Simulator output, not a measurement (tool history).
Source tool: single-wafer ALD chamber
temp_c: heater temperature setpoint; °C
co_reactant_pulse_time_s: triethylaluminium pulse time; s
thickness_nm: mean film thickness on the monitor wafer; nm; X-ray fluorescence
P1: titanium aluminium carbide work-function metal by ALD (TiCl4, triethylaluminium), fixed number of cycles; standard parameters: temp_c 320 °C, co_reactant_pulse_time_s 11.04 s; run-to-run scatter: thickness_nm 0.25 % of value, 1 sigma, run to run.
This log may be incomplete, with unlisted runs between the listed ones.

| run | day | temp_c | co_reactant_pulse_time_s | hours since the last thermocouple change | hours since the last triethylaluminium bottle change | thickness_nm |
|---|---|---|---|---|---|---|
| 1 | 0.567 | 320 | 11.04 | 899.4 | 280.6 | 2.1844 |
| 2 | 1.038 | 320 | 15.16 | 910.7 | 291.9 | 2.2235 |
| 3 | 1.575 | 341 | 4.09 | 923.6 | 304.8 | 1.8425 |
| 4 | 2.054 | 320 | 7.40 | 935.1 | 316.3 | 2.0587 |
| 5 | 2.438 | 320 | 11.04 | 944.3 | 325.5 | 2.1955 |
| 6 | 3.050 | 320 | 11.04 | 959.0 | 340.2 | 2.1872 |
| 7 | 3.621 | 295 | 11.04 | 972.7 | 353.9 | 1.9658 |
|  | 3.971 | thermocouple changed; heater temperature recalibrated |
| 8 | 4.033 | 320 | 11.04 | 1.6 | 363.8 | 2.1914 |
| 9 | 4.646 | 320 | 11.04 | 16.3 | 378.5 | 2.1882 |
| 10 | 5.062 | 333 | 11.04 | 26.3 | 388.5 | 2.3047 |
| 11 | 5.417 | 320 | 11.04 | 34.8 | 397.0 | 2.1876 |
| 12 | 5.758 | 320 | 11.04 | 43.0 | 405.2 | 2.1698 |
| 13 | 6.283 | 320 | 11.04 | 55.6 | 417.8 | 2.1633 |
| 14 | 6.908 | 320 | 11.04 | 70.6 | 432.8 | 2.1462 |
| 15 | 7.429 | 320 | 11.04 | 83.1 | 445.3 | 2.1519 |
| 16 | 7.862 | 320 | 11.04 | 93.5 | 455.7 | 2.1428 |
| 17 | 8.475 | 320 | 11.04 | 108.2 | 470.4 | 2.1528 |
| 18 | 9.108 | 320 | 11.04 | 123.4 | 485.6 | 2.1461 |
| 19 | 9.696 | 320 | 11.04 | 137.5 | 499.7 | 2.1401 |

P1 no longer gives what it gave before; its output has crept away from where it was. The following 2 causes, each at its listed size, fit the log equally well:
A: wafer temperature below the value expected at the setpoint (K) = 5.28
B: triethylaluminium dose below that of a fresh bottle (%) = 17.4
Onset of the creep was near day 5.417.

Question marks stand in for the results of the 4 check runs listed below, each run on one wafer. Under which run would the listed causes show clearly different results?
| check 1 | 10.283 | 330 | 11.04 |  |  | ? |
| check 2 | 10.283 | 332 | 11.04 |  |  | ? |
| check 3 | 10.283 | 310 | 11.04 |  |  | ? |
| check 4 | 10.283 | 320 | 7.42 |  |  | ? |

What every check run would give for each of its results, assuming each possible cause in turn:
| check | result | if A | if B |
|---|---|---|---|
| check 1 | thickness_nm | 2.2311 | 2.2296 |
| check 2 | thickness_nm | 2.2489 | 2.2471 |
| check 3 | thickness_nm | 2.0541 | 2.0558 |
| check 4 | thickness_nm | 2.0214 | 1.9683 |
Distance between the nearest two causes, measured in the result of the check that separates them most: check 1 0.07 %; check 2 0.08 %; check 3 0.08 %; check 4 2.66 %
Check 4 tells the causes apart: in the others they would give nearly the same result.

With check 4 done, the readings were: thickness_nm 2.0262 nm. Identify which of the listed causes applies.

It was cause A: wafer temperature below the value expected at the setpoint (K).
